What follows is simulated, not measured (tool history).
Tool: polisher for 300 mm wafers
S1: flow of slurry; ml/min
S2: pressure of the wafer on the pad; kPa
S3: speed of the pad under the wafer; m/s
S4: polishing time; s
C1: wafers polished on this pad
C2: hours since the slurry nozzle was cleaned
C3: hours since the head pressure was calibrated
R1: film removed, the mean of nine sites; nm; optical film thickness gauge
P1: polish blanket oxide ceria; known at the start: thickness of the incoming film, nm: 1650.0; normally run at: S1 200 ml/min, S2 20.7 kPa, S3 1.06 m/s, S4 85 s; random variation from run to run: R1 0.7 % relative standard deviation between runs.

| run | hour | S1 | S2 | S3 | S4 | C1 | C2 | C3 | R1 |
|---|---|---|---|---|---|---|---|---|---|
| 1 | 13.6 | 200 | 20.7 | 1.06 | 85 | 980 | 248.2 | 341.7 | 425.97 |
| 2 | 26.1 | 200 | 20.7 | 1.06 | 42 | 1126 | 260.7 | 354.2 | 212.46 |
| 3 | 36.1 | 200 | 20.7 | 0.48 | 85 | 1243 | 270.7 | 364.2 | 194.27 |
| 4 | 42.6 | 200 | 20.7 | 1.06 | 85 | 1319 | 277.2 | 370.7 | 430.01 |
| 5 | 52.1 | 200 | 20.7 | 1.06 | 85 | 1430 | 286.7 | 380.2 | 429.36 |
| 6 | 62.4 | 200 | 20.7 | 1.06 | 117 | 1550 | 297 | 390.5 | 589 |
| 7 | 76.3 | 200 | 20.7 | 1.06 | 85 | 1713 | 310.9 | 404.4 | 427.25 |
|  | 89.9 | slurry nozzle cleaned |
| 8 | 90.6 | 255 | 20.7 | 1.06 | 85 | 1880 | 0.7 | 418.7 | 439.89 |
| 9 | 98 | 200 | 9.7 | 1.06 | 85 | 1966 | 8.1 | 426.1 | 198.45 |
| 10 | 111 | 200 | 20.7 | 1.06 | 85 | 2118 | 21.1 | 439.1 | 428.66 |
| 11 | 122.3 | 200 | 29 | 1.06 | 85 | 2250 | 32.4 | 450.4 | 605.16 |
| 12 | 128.7 | 135 | 20.7 | 1.06 | 85 | 2325 | 38.8 | 456.8 | 403.39 |
| 13 | 142.3 | 200 | 20.7 | 1.56 | 38 | 2484 | 52.4 | 470.4 | 283.96 |
| 14 | 155.2 | 200 | 20.7 | 1.6 | 85 | 2634 | 65.3 | 483.3 | 643.23 |
| 15 | 166.5 | 200 | 20.7 | 1.06 | 85 | 2766 | 76.6 | 494.6 | 428.59 |
| 16 | 180 | 200 | 20.7 | 1.06 | 85 | 2924 | 90.1 | 508.1 | 414.21 |
| 17 | 193.9 | 200 | 20.7 | 1.06 | 85 | 3086 | 104 | 522 | 400.27 |
|  | 196.9 | head pressure recalibrated |
| 18 | 203 | 200 | 20.7 | 1.06 | 85 | 3192 | 113.1 | 6.2 | 400.38 |

Run 19 has not been measured yet. What should we expect?
| 19 | 214.4 | 200 | 20.7 | 1.06 | 85 | 3326 | 124.5 | 17.6 | ? |

{"run 19": {"R1": 396.51}}
